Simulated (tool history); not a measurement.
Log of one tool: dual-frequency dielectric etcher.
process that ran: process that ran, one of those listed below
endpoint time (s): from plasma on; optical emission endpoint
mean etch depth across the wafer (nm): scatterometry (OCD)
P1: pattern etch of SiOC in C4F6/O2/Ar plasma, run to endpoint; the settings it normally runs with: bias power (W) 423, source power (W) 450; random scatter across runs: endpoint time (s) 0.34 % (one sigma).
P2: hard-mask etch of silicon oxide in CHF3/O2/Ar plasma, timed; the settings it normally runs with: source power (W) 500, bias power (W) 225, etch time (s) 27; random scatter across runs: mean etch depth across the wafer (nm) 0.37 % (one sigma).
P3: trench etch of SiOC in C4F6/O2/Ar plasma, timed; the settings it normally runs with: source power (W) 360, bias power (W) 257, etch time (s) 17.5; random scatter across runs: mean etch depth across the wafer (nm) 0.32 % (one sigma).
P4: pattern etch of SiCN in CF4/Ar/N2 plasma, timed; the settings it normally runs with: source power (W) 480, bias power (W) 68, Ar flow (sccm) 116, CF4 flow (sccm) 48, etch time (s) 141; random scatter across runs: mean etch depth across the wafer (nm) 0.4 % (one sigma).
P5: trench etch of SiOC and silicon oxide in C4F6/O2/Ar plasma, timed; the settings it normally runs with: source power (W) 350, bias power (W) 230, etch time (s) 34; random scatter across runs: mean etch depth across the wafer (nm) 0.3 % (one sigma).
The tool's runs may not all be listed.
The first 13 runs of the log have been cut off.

run    day  process that ran  bias power (W)  source power (W)  etch time (s)  Ar flow (sccm)  CF4 flow (sccm)  hours since the last wet clean  hours since the last bias power generator calibration  hours since the last source power generator calibration  endpoint time (s)  mean etch depth across the wafer (nm)
 14  4.104                P5             230               350             34                                                            212.4                                                    893                                                     2044                                                    69.193
 15  4.383                P3             257               360           17.5                                                            219.1                                                  899.7                                                   2050.7                                                    39.074
 16  4.604                P5             230               350             34                                                            224.4                                                    905                                                     2056                                                    69.578
 17  4.996                P4              68               480            141             116               48                           233.8                                                  914.4                                                   2065.4                                                    115.77
 18  5.421                P1             423               530                                                                             244                                                  924.6                                                   2075.6             9.5632
 19  5.804                P1             260               450                                                                           253.2                                                  933.8                                                   2084.8             12.019
 20  6.208                P1             563               580                                                                           262.9                                                  943.5                                                   2094.5             8.2961
 21  6.625                P4              68               480            141             116               60                           272.9                                                  953.5                                                   2104.5                                                    121.06
 22   6.95                P3             257               360           10.5                                                            280.7                                                  961.3                                                   2112.3                                                    23.464
 23  7.212                P4              42               480            141             116               48                             287                                                  967.6                                                   2118.6                                                    97.608
 24  7.621                P2             225               500           18.5                                                            296.8                                                  977.4                                                   2128.4                                                    36.861
 25  7.871                P1             423               450                                                                           302.8                                                  983.4                                                   2134.4             10.137

The next listed run, before its measurement:
 26  8.071                P1             423               450                                                                           307.6                                                  988.2                                                   2139.2                  ?

{"run 26": {"endpoint time (s)": 10.17}}
